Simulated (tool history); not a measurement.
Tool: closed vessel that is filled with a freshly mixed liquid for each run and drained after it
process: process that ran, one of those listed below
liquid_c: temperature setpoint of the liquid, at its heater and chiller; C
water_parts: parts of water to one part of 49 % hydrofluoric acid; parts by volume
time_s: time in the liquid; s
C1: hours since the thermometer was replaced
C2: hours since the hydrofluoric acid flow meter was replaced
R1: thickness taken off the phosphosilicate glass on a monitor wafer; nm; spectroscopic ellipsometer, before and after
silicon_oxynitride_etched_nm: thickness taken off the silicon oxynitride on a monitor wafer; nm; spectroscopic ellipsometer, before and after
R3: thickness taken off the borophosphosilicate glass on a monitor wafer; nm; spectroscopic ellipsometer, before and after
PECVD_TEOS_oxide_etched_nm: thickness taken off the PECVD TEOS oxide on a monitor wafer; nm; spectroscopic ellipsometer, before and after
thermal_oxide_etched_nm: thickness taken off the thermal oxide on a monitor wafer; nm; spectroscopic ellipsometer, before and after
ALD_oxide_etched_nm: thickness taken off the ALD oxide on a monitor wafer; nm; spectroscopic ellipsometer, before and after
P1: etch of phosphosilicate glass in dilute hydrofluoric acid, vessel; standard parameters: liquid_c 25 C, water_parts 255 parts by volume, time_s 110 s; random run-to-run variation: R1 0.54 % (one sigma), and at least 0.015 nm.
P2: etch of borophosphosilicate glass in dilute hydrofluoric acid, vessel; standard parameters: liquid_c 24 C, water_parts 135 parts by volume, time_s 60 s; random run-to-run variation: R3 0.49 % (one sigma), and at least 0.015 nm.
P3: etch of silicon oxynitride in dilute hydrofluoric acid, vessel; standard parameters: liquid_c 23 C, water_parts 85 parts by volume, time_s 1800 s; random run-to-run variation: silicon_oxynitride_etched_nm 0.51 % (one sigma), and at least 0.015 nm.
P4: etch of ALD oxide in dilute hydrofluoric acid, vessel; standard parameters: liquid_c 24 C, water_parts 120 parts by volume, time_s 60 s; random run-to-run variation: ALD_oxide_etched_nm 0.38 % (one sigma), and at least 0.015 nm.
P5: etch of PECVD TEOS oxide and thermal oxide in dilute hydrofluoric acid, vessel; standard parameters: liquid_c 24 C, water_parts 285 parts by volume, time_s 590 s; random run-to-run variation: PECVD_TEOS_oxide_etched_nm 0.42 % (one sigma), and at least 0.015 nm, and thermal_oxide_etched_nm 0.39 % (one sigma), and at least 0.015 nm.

{"run": 1, "hour": 7.7, "process": "P1", "liquid_c": 25, "water_parts": 255, "time_s": 110, "C1": 1628.1, "C2": 1189.3, "R1": 39.648}
{"run": 2, "hour": 20.4, "process": "P1", "liquid_c": 19, "water_parts": 255, "time_s": 50, "C1": 1640.8, "C2": 1202, "R1": 14.344}
{"run": 3, "hour": 28.6, "process": "P3", "liquid_c": 23, "water_parts": 85, "time_s": 50, "C1": 1649, "C2": 1210.2, "silicon_oxynitride_etched_nm": 1.2835}
{"run": 4, "hour": 36.7, "process": "P1", "liquid_c": 25, "water_parts": 420, "time_s": 185, "C1": 1657.1, "C2": 1218.3, "R1": 34.774}
{"run": 5, "hour": 44.8, "process": "P2", "liquid_c": 32, "water_parts": 135, "time_s": 60, "C1": 1665.2, "C2": 1226.4, "R3": 24.302}
{"run": 6, "hour": 52.0, "process": "P1", "liquid_c": 25, "water_parts": 255, "time_s": 110, "C1": 1672.4, "C2": 1233.6, "R1": 39.255}
{"run": 7, "hour": 64.6, "process": "P1", "liquid_c": 25, "water_parts": 255, "time_s": 30, "C1": 1685, "C2": 1246.2, "R1": 10.833}
{"run": 8, "hour": 77.7, "process": "P2", "liquid_c": 24, "water_parts": 135, "time_s": 60, "C1": 1698.1, "C2": 1259.3, "R3": 17.998}
{"run": 9, "hour": 91.2, "process": "P3", "liquid_c": 31, "water_parts": 85, "time_s": 1800, "C1": 1711.6, "C2": 1272.8, "silicon_oxynitride_etched_nm": 68.403}
{"run": 10, "hour": 103.6, "process": "P5", "liquid_c": 24, "water_parts": 285, "time_s": 1035, "C1": 1724, "C2": 1285.2, "PECVD_TEOS_oxide_etched_nm": 54.299, "thermal_oxide_etched_nm": 14.151}
{"run": 11, "hour": 110.8, "process": "P4", "liquid_c": 18, "water_parts": 120, "time_s": 60, "C1": 1731.2, "C2": 1292.4, "ALD_oxide_etched_nm": 12.938}
{"run": 12, "hour": 124.7, "process": "P1", "liquid_c": 25, "water_parts": 40, "time_s": 110, "C1": 1745.1, "C2": 1306.3, "R1": 324.45}
{"run": 13, "hour": 138.6, "process": "P4", "liquid_c": 24, "water_parts": 120, "time_s": 30, "C1": 1759, "C2": 1320.2, "ALD_oxide_etched_nm": 8.2498}
{"run": 14, "hour": 151.6, "process": "P2", "liquid_c": 24, "water_parts": 135, "time_s": 105, "C1": 1772, "C2": 1333.2, "R3": 31.348}
{"run": 15, "hour": 165.1, "process": "P2", "liquid_c": 24, "water_parts": 230, "time_s": 60, "C1": 1785.5, "C2": 1346.7, "R3": 9.4289}
{"run": 16, "hour": 176.4, "process": "P5", "liquid_c": 17, "water_parts": 285, "time_s": 590, "C1": 1796.8, "C2": 1358, "PECVD_TEOS_oxide_etched_nm": 24.061, "thermal_oxide_etched_nm": 6.2387}
{"run": 17, "hour": 186.3, "process": "P1", "liquid_c": 25, "water_parts": 255, "time_s": 110, "C1": 1806.7, "C2": 1367.9, "R1": 39.57}
{"run": 18, "hour": 193.4, "process": "P1", "liquid_c": 25, "water_parts": 255, "time_s": 110, "C1": 1813.8, "C2": 1375, "R1": 39.938}
{"run": 19, "hour": 202.8, "process": "P1", "liquid_c": 25, "water_parts": 255, "time_s": 110, "C1": 1823.2, "C2": 1384.4, "R1": 39.554}
{"run": 20, "hour": 211.6, "process": "P1", "liquid_c": 25, "water_parts": 255, "time_s": 180, "C1": 1832, "C2": 1393.2, "R1": 64.815}
{"run": 21, "hour": 225.4, "process": "P3", "liquid_c": 23, "water_parts": 30, "time_s": 1800, "C1": 1845.8, "C2": 1407, "silicon_oxynitride_etched_nm": 140.71}
{"run": 22, "hour": 237.0, "process": "P4", "liquid_c": 24, "water_parts": 120, "time_s": 60, "C1": 1857.4, "C2": 1418.6, "ALD_oxide_etched_nm": 16.512}
{"run": 23, "hour": 245.0, "process": "P5", "liquid_c": 24, "water_parts": 285, "time_s": 590, "C1": 1865.4, "C2": 1426.6, "PECVD_TEOS_oxide_etched_nm": 31.039, "thermal_oxide_etched_nm": 7.9962}
{"run": 24, "hour": 258.7, "process": "P5", "liquid_c": 24, "water_parts": 285, "time_s": 590, "C1": 1879.1, "C2": 1440.3, "PECVD_TEOS_oxide_etched_nm": 31.248, "thermal_oxide_etched_nm": 8.0163}
{"run": 25, "hour": 269.0, "process": "P3", "liquid_c": 23, "water_parts": 85, "time_s": 1800, "C1": 1889.4, "C2": 1450.6, "silicon_oxynitride_etched_nm": 47.047}
{"run": 26, "hour": 278.2, "process": "P1", "liquid_c": 19.5, "water_parts": 255, "time_s": 110, "C1": 1898.6, "C2": 1459.8, "R1": 32.639}
{"run": 27, "hour": 289.4, "process": "P4", "liquid_c": 24, "water_parts": 215, "time_s": 60, "C1": 1909.8, "C2": 1471, "ALD_oxide_etched_nm": 8.23}
{"run": 28, "hour": 302.3, "process": "P1", "liquid_c": 30.5, "water_parts": 255, "time_s": 110, "C1": 1922.7, "C2": 1483.9, "R1": 47.696}
{"run": 29, "hour": 311.2, "process": "P1", "liquid_c": 20.5, "water_parts": 255, "time_s": 30, "C1": 1931.6, "C2": 1492.8, "R1": 9.1651}
{"run": 30, "hour": 323.0, "process": "P1", "liquid_c": 25, "water_parts": 255, "time_s": 110, "C1": 1943.4, "C2": 1504.6, "R1": 39.592}
{"run": 31, "hour": 335.5, "process": "P5", "liquid_c": 24, "water_parts": 485, "time_s": 590, "C1": 1955.9, "C2": 1517.1, "PECVD_TEOS_oxide_etched_nm": 15.292, "thermal_oxide_etched_nm": 3.8932}
{"run": 32, "hour": 349.3, "process": "P1", "liquid_c": 25, "water_parts": 435, "time_s": 110, "C1": 1969.7, "C2": 1530.9, "R1": 19.636}
{"run": 33, "hour": 363.3, "process": "P1", "liquid_c": 25, "water_parts": 255, "time_s": 110, "C1": 1983.7, "C2": 1544.9, "R1": 39.821}
{"run": 34, "hour": 370.7, "process": "P1", "liquid_c": 25, "water_parts": 255, "time_s": 110, "C1": 1991.1, "C2": 1552.3, "R1": 38.833}
{"run": 35, "hour": 382.7, "process": "P1", "liquid_c": 25, "water_parts": 255, "time_s": 110, "C1": 2003.1, "C2": 1564.3, "R1": 37.945}
{"run": 36, "hour": 391.4, "process": "P1", "liquid_c": 25, "water_parts": 255, "time_s": 110, "C1": 2011.8, "C2": 1573, "R1": 37.161}
{"run": 37, "hour": 404.8, "process": "P1", "liquid_c": 25, "water_parts": 255, "time_s": 110, "C1": 2025.2, "C2": 1586.4, "R1": 37.166}
{"run": 38, "hour": 417.3, "process": "P1", "liquid_c": 25, "water_parts": 255, "time_s": 110, "C1": 2037.7, "C2": 1598.9, "R1": 36.76}
{"run": 39, "hour": 423.4, "process": "P1", "liquid_c": 25, "water_parts": 255, "time_s": 110, "C1": 2043.8, "C2": 1605, "R1": 36.362}
{"run": 40, "hour": 432.3, "process": "P1", "liquid_c": 25, "water_parts": 255, "time_s": 110, "C1": 2052.7, "C2": 1613.9, "R1": 36.336}
{"run": 41, "hour": 438.5, "process": "P1", "liquid_c": 25, "water_parts": 255, "time_s": 110, "C1": 2058.9, "C2": 1620.1, "R1": 36.417}
{"run": 42, "hour": 450.7, "process": "P1", "liquid_c": 25, "water_parts": 255, "time_s": 110, "C1": 2071.1, "C2": 1632.3, "R1": 36.457}

The log shows P1 creeping away from where it was. Any of the 2 causes listed here, at the size stated for it, fits the log just as well as the others:
A: liquid colder than its thermometer reads (K) = 2.37
B: hydrofluoric acid flow below the setpoint (%) = 6.43
The gradual shift began around hour 363.3.

The check runs listed below each take one wafer, and their results are still question marks. Under which run would the listed causes lead to clearly different results?
{"run": "check 1", "hour": 462.9, "process": "P4", "liquid_c": 24, "water_parts": 190, "time_s": 60, "ALD_oxide_etched_nm": "?"}
{"run": "check 2", "hour": 462.9, "process": "P5", "liquid_c": 17, "water_parts": 385, "time_s": 590, "PECVD_TEOS_oxide_etched_nm": "?", "thermal_oxide_etched_nm": "?"}
{"run": "check 3", "hour": 462.9, "process": "P2", "liquid_c": 31, "water_parts": 135, "time_s": 60, "R3": "?"}
{"run": "check 4", "hour": 462.9, "process": "P3", "liquid_c": 23, "water_parts": 35, "time_s": 190, "silicon_oxynitride_etched_nm": "?"}

How each check would come out, cause by cause:
check=check_1 result=ALD_oxide_etched_nm if_A=8.8025 if_B=8.8798
check=check_2 result=PECVD_TEOS_oxide_etched_nm if_A=15.08 if_B=15.088
check=check_2 result=thermal_oxide_etched_nm if_A=3.8728 if_B=3.8748
check=check_3 result=R3 if_A=21.346 if_B=21.502
check=check_4 result=silicon_oxynitride_etched_nm if_A=11.133 if_B=11.709
Separation of the two closest causes in each check, using whichever result separates them best: check 1 0.87 %; check 2 0.05 %; check 3 0.73 %; check 4 5.05 %
Of the check runs offered, only check 4 discriminates between the causes; the rest would read about the same regardless of which cause applies.

Check 4 has now been run. It gave: silicon_oxynitride_etched_nm 11.73 nm. Which of the candidate causes is it?

B is the cause: hydrofluoric acid flow below the setpoint (%).
